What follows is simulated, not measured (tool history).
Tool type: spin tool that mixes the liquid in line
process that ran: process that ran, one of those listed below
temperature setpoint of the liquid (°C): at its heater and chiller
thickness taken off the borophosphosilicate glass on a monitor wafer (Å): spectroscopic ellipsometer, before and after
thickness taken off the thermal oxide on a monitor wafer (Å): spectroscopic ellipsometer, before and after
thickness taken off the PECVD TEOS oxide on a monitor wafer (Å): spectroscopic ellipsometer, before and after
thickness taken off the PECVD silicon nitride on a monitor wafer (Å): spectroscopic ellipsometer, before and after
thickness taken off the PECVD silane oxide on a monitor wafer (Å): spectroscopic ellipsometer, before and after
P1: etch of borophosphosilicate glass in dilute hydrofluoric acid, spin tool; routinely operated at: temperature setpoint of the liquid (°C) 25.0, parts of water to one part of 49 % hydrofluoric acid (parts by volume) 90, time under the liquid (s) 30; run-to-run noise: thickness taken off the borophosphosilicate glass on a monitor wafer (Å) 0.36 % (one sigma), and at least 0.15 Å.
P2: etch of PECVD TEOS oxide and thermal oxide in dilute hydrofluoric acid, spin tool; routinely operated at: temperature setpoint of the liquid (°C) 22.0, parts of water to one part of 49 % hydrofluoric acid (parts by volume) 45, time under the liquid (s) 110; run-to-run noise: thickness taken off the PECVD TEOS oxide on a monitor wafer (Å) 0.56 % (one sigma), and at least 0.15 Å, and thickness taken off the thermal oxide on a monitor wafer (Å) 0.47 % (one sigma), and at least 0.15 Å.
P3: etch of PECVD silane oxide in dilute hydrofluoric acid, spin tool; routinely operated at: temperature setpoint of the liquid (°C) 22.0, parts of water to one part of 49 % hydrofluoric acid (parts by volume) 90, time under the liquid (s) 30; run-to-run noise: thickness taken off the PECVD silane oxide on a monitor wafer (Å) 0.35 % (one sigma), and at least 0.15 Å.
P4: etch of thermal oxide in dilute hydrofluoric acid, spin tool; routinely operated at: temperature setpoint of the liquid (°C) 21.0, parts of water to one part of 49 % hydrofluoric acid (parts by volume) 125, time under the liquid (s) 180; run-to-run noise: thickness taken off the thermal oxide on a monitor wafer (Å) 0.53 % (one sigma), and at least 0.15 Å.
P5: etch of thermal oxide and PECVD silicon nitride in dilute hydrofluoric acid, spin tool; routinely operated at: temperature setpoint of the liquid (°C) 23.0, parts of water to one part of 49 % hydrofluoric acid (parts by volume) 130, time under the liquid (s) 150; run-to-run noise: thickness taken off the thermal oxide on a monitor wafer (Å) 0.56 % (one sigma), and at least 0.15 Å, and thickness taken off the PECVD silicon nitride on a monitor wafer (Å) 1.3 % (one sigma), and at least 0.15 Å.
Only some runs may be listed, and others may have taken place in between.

run	hour	process that ran	temperature setpoint of the liquid (°C)	parts of water to one part of 49 % hydrofluoric acid (parts by volume)	time under the liquid (s)	hours since the thermometer was replaced	hours since the hydrofluoric acid flow meter was replaced	thickness taken off the borophosphosilicate glass on a monitor wafer (Å)	thickness taken off the thermal oxide on a monitor wafer (Å)	thickness taken off the PECVD TEOS oxide on a monitor wafer (Å)	thickness taken off the PECVD silicon nitride on a monitor wafer (Å)	thickness taken off the PECVD silane oxide on a monitor wafer (Å)
1	4.0	P1	25.0	90	30	210.6	702.9	273.10				
2	8.2	P4	21.0	125	180	214.8	707.1		59.356			
3	14.4	P4	17.0	125	180	221.0	713.3		50.288			
4	18.6	P2	27.5	45	110	225.2	717.5		150.730	585.76		
5	27.6	P1	25.0	90	30	234.2	726.5	273.25				
6	32.0	P1	25.0	30	55	238.6	730.9	1644.10				
7	37.5	P1	29.0	90	30	244.1	736.4	319.13				
# hour 43.1: hydrofluoric acid flow meter replaced
8	44.0	P5	23.0	130	150	250.6	0.9		52.462		20.813	
9	50.9	P4	21.0	125	180	257.5	7.8		59.450			
10	56.9	P5	23.0	130	285	263.5	13.8		98.271		40.613	
11	61.1	P1	25.0	90	15	267.7	18.0	137.41				
12	69.4	P1	32.5	90	15	276.0	26.3	181.47				
13	74.1	P2	22.0	45	110	280.7	31.0		120.090	466.52		
14	80.9	P2	22.0	80	110	287.5	37.8		65.149	251.15		
15	87.4	P5	23.0	130	150	294.0	44.3		52.594		21.436	
16	95.2	P1	20.0	90	30	301.8	52.1	223.45				
17	104.0	P3	17.0	90	30	310.6	60.9					101.370
18	112.4	P5	23.0	215	150	319.0	69.3		28.323		13.128	
19	120.4	P2	22.0	45	210	327.0	77.3		231.550	900.34		
20	126.1	P4	21.0	210	180	332.7	83.0		32.789			
21	131.6	P5	29.0	130	150	338.2	88.5		65.316		30.816	
22	139.9	P1	25.0	150	30	346.5	96.8	153.63				
23	147.4	P1	25.0	90	45	354.0	104.3	412.09				
24	152.5	P1	25.0	90	30	359.1	109.4	274.07				
25	161.1	P3	22.0	90	55	367.7	118.0					229.540
26	167.2	P1	21.5	140	30	373.8	124.1	144.06				
27	172.6	P1	25.0	90	30	379.2	129.5	271.28				
28	178.2	P2	22.0	45	110	384.8	135.1		121.430	466.39		
29	186.2	P4	21.0	125	340	392.8	143.1		112.680			
30	194.5	P3	22.0	165	30	401.1	151.4					62.806
31	200.6	P1	25.0	45	30	407.2	157.5	578.18				
32	204.5	P3	22.0	90	30	411.1	161.4					125.060
33	210.6	P1	25.0	90	30	417.2	167.5	273.16				
34	219.0	P1	25.0	90	30	425.6	175.9	285.02				
35	225.0	P1	25.0	90	30	431.6	181.9	288.97				
36	233.3	P1	25.0	90	30	439.9	190.2	293.02				
37	239.3	P1	25.0	90	30	445.9	196.2	295.90				
38	246.7	P1	25.0	90	30	453.3	203.6	298.15				
39	255.2	P1	25.0	90	30	461.8	212.1	297.80				
40	261.1	P1	25.0	90	30	467.7	218.0	297.24				

Estimate the outcome of run 41 from the log above:
41	267.2	P1	25.0	90	30	473.8	224.1	?				

{"run 41": {"thickness taken off the borophosphosilicate glass on a monitor wafer (Å)": 299.16}}
